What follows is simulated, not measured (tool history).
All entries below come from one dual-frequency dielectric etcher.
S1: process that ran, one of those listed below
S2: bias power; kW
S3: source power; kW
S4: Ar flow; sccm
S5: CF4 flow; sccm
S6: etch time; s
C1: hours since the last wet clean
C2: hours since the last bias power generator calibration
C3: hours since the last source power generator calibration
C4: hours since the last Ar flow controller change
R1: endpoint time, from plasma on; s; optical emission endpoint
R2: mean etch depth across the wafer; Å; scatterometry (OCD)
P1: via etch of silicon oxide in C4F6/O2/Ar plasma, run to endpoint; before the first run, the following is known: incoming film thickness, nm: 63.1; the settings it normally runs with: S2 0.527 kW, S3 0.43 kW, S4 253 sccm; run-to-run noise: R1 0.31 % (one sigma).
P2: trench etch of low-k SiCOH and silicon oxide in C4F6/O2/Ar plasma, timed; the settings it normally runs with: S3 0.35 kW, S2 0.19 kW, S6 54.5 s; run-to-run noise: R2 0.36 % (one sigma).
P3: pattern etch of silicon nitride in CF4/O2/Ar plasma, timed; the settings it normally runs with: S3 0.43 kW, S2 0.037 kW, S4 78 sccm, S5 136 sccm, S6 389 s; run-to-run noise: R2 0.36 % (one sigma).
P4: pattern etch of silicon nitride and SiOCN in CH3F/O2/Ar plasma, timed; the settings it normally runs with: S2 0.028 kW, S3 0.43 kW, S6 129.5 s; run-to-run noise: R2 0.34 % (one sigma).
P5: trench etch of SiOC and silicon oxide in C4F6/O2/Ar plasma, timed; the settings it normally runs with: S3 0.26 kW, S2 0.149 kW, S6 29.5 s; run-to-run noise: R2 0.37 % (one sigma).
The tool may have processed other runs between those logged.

| run | day | S1 | S2 | S3 | S4 | S5 | S6 | C1 | C2 | C3 | C4 | R1 | R2 |
|---|---|---|---|---|---|---|---|---|---|---|---|---|---|
| 1 | 0.2 | P1 | 0.527 | 0.43 | 253 |  |  | 173.4 | 779.5 | 1112 | 2193.8 | 12.983 |  |
| 2 | 0.35 | P1 | 0.527 | 0.43 | 253 |  |  | 177 | 783.1 | 1115.6 | 2197.4 | 12.986 |  |
| 3 | 0.525 | P3 | 0.037 | 0.43 | 78 | 136 | 389 | 181.2 | 787.3 | 1119.8 | 2201.6 |  | 6041.9 |
| 4 | 0.629 | P2 | 0.19 | 0.35 |  |  | 72.5 | 183.7 | 789.8 | 1122.3 | 2204.1 |  | 2272.3 |
| 5 | 0.767 | P5 | 0.149 | 0.26 |  |  | 20 | 187 | 793.1 | 1125.6 | 2207.4 |  | 318.84 |
| 6 | 0.858 | P5 | 0.149 | 0.26 |  |  | 29.5 | 189.2 | 795.3 | 1127.8 | 2209.6 |  | 465.27 |
|  | 0.967 | Ar flow controller replaced |
| 7 | 1.017 | P3 | 0.037 | 0.43 | 57 | 136 | 389 | 193 | 799.1 | 1131.6 | 1.3 |  | 6271.5 |
| 8 | 1.2 | P5 | 0.149 | 0.2 |  |  | 29.5 | 197.4 | 803.5 | 1136 | 5.7 |  | 419.59 |
| 9 | 1.329 | P5 | 0.149 | 0.26 |  |  | 29.5 | 200.5 | 806.6 | 1139.1 | 8.8 |  | 466.45 |
| 10 | 1.475 | P1 | 0.527 | 0.43 | 153 |  |  | 204 | 810.1 | 1142.6 | 12.3 | 12.28 |  |
| 11 | 1.6 | P3 | 0.028 | 0.43 | 78 | 136 | 389 | 207 | 813.1 | 1145.6 | 15.3 |  | 5520.3 |
| 12 | 1.788 | P1 | 0.527 | 0.51 | 253 |  |  | 211.5 | 817.6 | 1150.1 | 19.8 | 12.186 |  |
| 13 | 1.892 | P1 | 0.684 | 0.43 | 253 |  |  | 214 | 820.1 | 1152.6 | 22.3 | 11.815 |  |
| 14 | 1.979 | P2 | 0.19 | 0.21 |  |  | 54.5 | 216.1 | 822.2 | 1154.7 | 24.4 |  | 1406.5 |
| 15 | 2.083 | P1 | 0.527 | 0.43 | 253 |  |  | 218.6 | 824.7 | 1157.2 | 26.9 | 13.015 |  |
| 16 | 2.196 | P1 | 0.527 | 0.36 | 171 |  |  | 221.3 | 827.4 | 1159.9 | 29.6 | 13.314 |  |
| 17 | 2.346 | P4 | 0.028 | 0.43 |  |  | 129.5 | 224.9 | 831 | 1163.5 | 33.2 |  | 193.2 |
| 18 | 2.492 | P1 | 0.527 | 0.43 | 312 |  |  | 228.4 | 834.5 | 1167 | 36.7 | 13.318 |  |
| 19 | 2.662 | P1 | 0.723 | 0.43 | 179 |  |  | 232.5 | 838.6 | 1171.1 | 40.8 | 11.046 |  |
| 20 | 2.821 | P4 | 0.038 | 0.43 |  |  | 129.5 | 236.3 | 842.4 | 1174.9 | 44.6 |  | 223.03 |
| 21 | 2.921 | P2 | 0.258 | 0.35 |  |  | 54.5 | 238.7 | 844.8 | 1177.3 | 47 |  | 1892.1 |
| 22 | 3.05 | P1 | 0.527 | 0.43 | 253 |  |  | 241.8 | 847.9 | 1180.4 | 50.1 | 12.97 |  |

Estimate the outcome of run 23 from the log above:
| 23 | 3.238 | P1 | 0.331 | 0.43 | 253 |  |  | 246.3 | 852.4 | 1184.9 | 54.6 | ? |  |

{"run 23": {"R1": 15.34}}
